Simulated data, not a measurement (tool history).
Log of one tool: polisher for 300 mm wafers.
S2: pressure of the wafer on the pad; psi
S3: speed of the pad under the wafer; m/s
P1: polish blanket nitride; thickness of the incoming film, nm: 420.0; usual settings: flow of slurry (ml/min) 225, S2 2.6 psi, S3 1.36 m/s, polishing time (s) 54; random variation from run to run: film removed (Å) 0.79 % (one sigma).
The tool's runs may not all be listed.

Run 1, hour 5.0: flow of slurry (ml/min) 225, S2 2.6 psi, S3 1.36 m/s, polishing time (s) 54. Result: film removed (Å) 735.94.
Run 2, hour 10.3: flow of slurry (ml/min) 225, S2 2.6 psi, S3 0.62 m/s, polishing time (s) 54. Result: film removed (Å) 386.82.
Run 3, hour 13.3: flow of slurry (ml/min) 225, S2 2.6 psi, S3 1.36 m/s, polishing time (s) 54. Result: film removed (Å) 728.56.
Run 4, hour 16.0: flow of slurry (ml/min) 135, S2 2.6 psi, S3 1.36 m/s, polishing time (s) 77. Result: film removed (Å) 963.30.
Run 5, hour 19.5: flow of slurry (ml/min) 225, S2 2.6 psi, S3 1.36 m/s, polishing time (s) 54. Result: film removed (Å) 727.53.
Run 6, hour 24.3: flow of slurry (ml/min) 225, S2 2.6 psi, S3 1.36 m/s, polishing time (s) 54. Result: film removed (Å) 735.12.
Run 7, hour 29.1: flow of slurry (ml/min) 225, S2 2.6 psi, S3 1.36 m/s, polishing time (s) 81. Result: film removed (Å) 1105.10.
Run 8, hour 32.4: flow of slurry (ml/min) 225, S2 4.0 psi, S3 1.36 m/s, polishing time (s) 54. Result: film removed (Å) 1140.40.
Run 9, hour 36.9: flow of slurry (ml/min) 225, S2 3.9 psi, S3 1.36 m/s, polishing time (s) 75. Result: film removed (Å) 1524.80.
Run 10, hour 41.9: flow of slurry (ml/min) 225, S2 2.6 psi, S3 1.36 m/s, polishing time (s) 54. Result: film removed (Å) 734.70.
Run 11, hour 45.8: flow of slurry (ml/min) 135, S2 2.6 psi, S3 1.36 m/s, polishing time (s) 54. Result: film removed (Å) 674.04.
Run 12, hour 50.0: flow of slurry (ml/min) 225, S2 2.6 psi, S3 1.36 m/s, polishing time (s) 27. Result: film removed (Å) 372.18.
Run 13, hour 53.2: flow of slurry (ml/min) 225, S2 2.6 psi, S3 1.36 m/s, polishing time (s) 54. Result: film removed (Å) 733.25.
Run 14, hour 57.0: flow of slurry (ml/min) 225, S2 1.2 psi, S3 1.36 m/s, polishing time (s) 54. Result: film removed (Å) 337.12.
At hour 57.3: slurry nozzle cleaned.
Run 15, hour 61.6: flow of slurry (ml/min) 350, S2 2.6 psi, S3 1.36 m/s, polishing time (s) 54. Result: film removed (Å) 761.71.

The next listed run, before its measurement:
Run 16, hour 67.3: flow of slurry (ml/min) 225, S2 2.6 psi, S3 2.12 m/s, polishing time (s) 54. Result: film removed (Å) ?.

{"run 16": {"film removed (Å)": 1037.1}}

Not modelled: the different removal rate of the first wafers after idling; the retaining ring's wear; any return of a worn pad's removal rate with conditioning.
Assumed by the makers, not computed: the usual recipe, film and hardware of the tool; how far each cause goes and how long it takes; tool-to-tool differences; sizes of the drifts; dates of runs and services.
